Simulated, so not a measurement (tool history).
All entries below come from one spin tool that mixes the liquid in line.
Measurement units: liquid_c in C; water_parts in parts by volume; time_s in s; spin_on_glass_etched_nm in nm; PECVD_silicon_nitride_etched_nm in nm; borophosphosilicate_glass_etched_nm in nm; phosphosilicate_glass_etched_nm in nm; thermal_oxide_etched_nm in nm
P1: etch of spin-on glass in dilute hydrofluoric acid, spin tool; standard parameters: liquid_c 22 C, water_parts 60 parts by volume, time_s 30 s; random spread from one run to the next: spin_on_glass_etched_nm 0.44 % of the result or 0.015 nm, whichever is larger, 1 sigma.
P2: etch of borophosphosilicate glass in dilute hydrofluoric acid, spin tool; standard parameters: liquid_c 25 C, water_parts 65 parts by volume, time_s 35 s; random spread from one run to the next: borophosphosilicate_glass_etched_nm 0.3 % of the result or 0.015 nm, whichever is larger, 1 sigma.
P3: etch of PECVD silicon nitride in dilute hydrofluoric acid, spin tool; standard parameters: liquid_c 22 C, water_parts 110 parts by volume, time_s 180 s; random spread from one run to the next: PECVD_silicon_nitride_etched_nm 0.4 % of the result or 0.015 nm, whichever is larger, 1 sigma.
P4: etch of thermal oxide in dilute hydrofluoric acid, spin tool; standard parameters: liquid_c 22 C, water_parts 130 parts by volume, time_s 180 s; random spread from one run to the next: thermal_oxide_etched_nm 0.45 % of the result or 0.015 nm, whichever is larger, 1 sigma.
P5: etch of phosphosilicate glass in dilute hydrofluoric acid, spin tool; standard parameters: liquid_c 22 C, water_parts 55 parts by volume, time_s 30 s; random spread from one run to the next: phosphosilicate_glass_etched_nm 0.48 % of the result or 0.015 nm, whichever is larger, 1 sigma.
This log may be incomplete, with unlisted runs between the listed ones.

run   hour  process  liquid_c  water_parts  time_s  hours since the thermometer was replaced  hours since the hydrofluoric acid flow meter was replaced  spin_on_glass_etched_nm  PECVD_silicon_nitride_etched_nm  borophosphosilicate_glass_etched_nm  phosphosilicate_glass_etched_nm  thermal_oxide_etched_nm
  1    8.7       P1        22           60      30                                     683.3                                                      259.7                   22.238
  2   20.8       P3        22          110     180                                     695.4                                                      271.8                                                    8.2078
  3   32.9       P1        22           60      30                                     707.5                                                      283.9                   22.105
  4   44.9       P1        22           60      30                                     719.5                                                      295.9                   22.259
  5   50.5       P1        22           30      15                                     725.1                                                      301.5                    23.04
  6     62       P3        17          110     180                                     736.6                                                        313                                                    5.7851
  7   69.4       P2        25           65      35                                       744                                                      320.4                                                                                         14.926
  8   80.8       P3        22          110     100                                     755.4                                                      331.8                                                    4.5672
  9   92.1       P1      18.5           60      50                                     766.7                                                      343.1                   31.915
 10    102       P5        22           55      30                                     776.6                                                        353                                                                                                                          109.27
 11  110.6       P3        22          110     180                                     785.2                                                      361.6                                                     8.113
 12  120.5       P5        22           20      30                                     795.1                                                      371.5                                                                                                                          314.49
 13  132.5       P2      18.5           65      35                                     807.1                                                      383.5                                                                                         11.328
 14  139.4       P1        22           90      30                                       814                                                      390.4                   14.238
 15  145.3       P4        22          130     180                                     819.9                                                      396.3                                                                                                                                                   5.3758
 16  157.4       P4        22          130     310                                       832                                                      408.4                                                                                                                                                   9.1909
 17  164.1       P2        25           65      20                                     838.7                                                      415.1                                                                                         8.5094
 18  173.1       P1      29.5           60      30                                     847.7                                                      424.1                   30.038
 19  182.1       P3        22           40     180                                     856.7                                                      433.1                                                    21.985
 20  190.1       P1        18           60      30                                     864.7                                                      441.1                   18.884
 21  201.5       P5        22           55      60                                     876.1                                                      452.5                                                                                                                          218.66

Predict the results of run 22:
 22  212.7       P1        22           60      15                                     887.3                                                      463.7                        ?

{"run 22": {"spin_on_glass_etched_nm": 11.111}}

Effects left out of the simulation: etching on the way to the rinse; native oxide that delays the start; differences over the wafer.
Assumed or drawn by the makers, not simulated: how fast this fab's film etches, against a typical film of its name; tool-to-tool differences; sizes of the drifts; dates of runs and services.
